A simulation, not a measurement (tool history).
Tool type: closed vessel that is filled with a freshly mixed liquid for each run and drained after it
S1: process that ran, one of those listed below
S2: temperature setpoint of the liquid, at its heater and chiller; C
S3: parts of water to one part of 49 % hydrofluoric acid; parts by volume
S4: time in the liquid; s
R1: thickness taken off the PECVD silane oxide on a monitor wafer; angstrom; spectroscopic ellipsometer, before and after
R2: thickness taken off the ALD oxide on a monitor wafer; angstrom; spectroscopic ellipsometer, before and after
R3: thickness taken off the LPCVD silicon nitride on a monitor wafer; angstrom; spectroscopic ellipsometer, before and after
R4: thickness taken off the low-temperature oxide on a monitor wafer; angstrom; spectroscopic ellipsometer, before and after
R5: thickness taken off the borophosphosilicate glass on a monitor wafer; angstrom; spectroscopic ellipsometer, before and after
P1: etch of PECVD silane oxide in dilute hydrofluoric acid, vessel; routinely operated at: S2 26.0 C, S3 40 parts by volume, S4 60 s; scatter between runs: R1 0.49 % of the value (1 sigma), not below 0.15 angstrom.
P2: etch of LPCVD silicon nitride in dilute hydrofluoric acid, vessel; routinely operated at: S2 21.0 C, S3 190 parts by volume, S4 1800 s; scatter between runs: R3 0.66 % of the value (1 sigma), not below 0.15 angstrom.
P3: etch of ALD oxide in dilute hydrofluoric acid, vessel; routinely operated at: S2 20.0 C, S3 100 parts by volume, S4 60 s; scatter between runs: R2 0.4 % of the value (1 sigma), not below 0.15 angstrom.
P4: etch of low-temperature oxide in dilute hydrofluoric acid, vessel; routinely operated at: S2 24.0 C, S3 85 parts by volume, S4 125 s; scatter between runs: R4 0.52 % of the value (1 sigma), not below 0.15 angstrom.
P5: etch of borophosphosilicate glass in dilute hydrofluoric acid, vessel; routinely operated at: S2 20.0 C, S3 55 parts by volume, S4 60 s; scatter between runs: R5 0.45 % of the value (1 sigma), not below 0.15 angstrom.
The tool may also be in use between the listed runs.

run   hour  S1    S2   S3    S4       R1      R2      R3      R4       R5
  1    7.7  P1  26.0   40    60   725.95
  2   14.8  P1  26.0   40    60   731.29
  3   21.1  P1  34.0   40    60  1004.10
  4   28.7  P3  20.0  100    60           127.45
  5   35.6  P2  29.0  190  1800                   67.500
  6   41.6  P4  24.0   85    40                            66.97
  7   46.1  P4  19.5   85   125                           172.22
  8   50.8  P5  20.0   55    60                                    798.08
  9   58.5  P1  20.5   40    30   287.03
 10   64.9  P1  26.0   25    60  1181.50
 11   71.2  P5  20.0   95    60                                    438.66
 12   79.0  P1  21.0   40    60   587.27
 13   83.3  P5  20.0   55    60                                    792.16
 14   91.6  P4  24.0   85   125                           209.80
 15  100.9  P1  26.0   40    30   363.78
 16  105.7  P1  26.0   40    60   726.57
 17  115.0  P5  20.0   55   100                                   1320.40
 18  123.7  P2  21.0  190  1800                   40.628
 19  127.9  P1  26.0   40    60   728.32
 20  132.8  P1  26.0   40   115  1407.40
 21  140.5  P1  26.0   40    60   724.94

Run 22 has not been measured yet. What should we expect?
 22  146.4  P5  28.5  55  60                   ?

{"run 22": {"R5": 1116.8}}

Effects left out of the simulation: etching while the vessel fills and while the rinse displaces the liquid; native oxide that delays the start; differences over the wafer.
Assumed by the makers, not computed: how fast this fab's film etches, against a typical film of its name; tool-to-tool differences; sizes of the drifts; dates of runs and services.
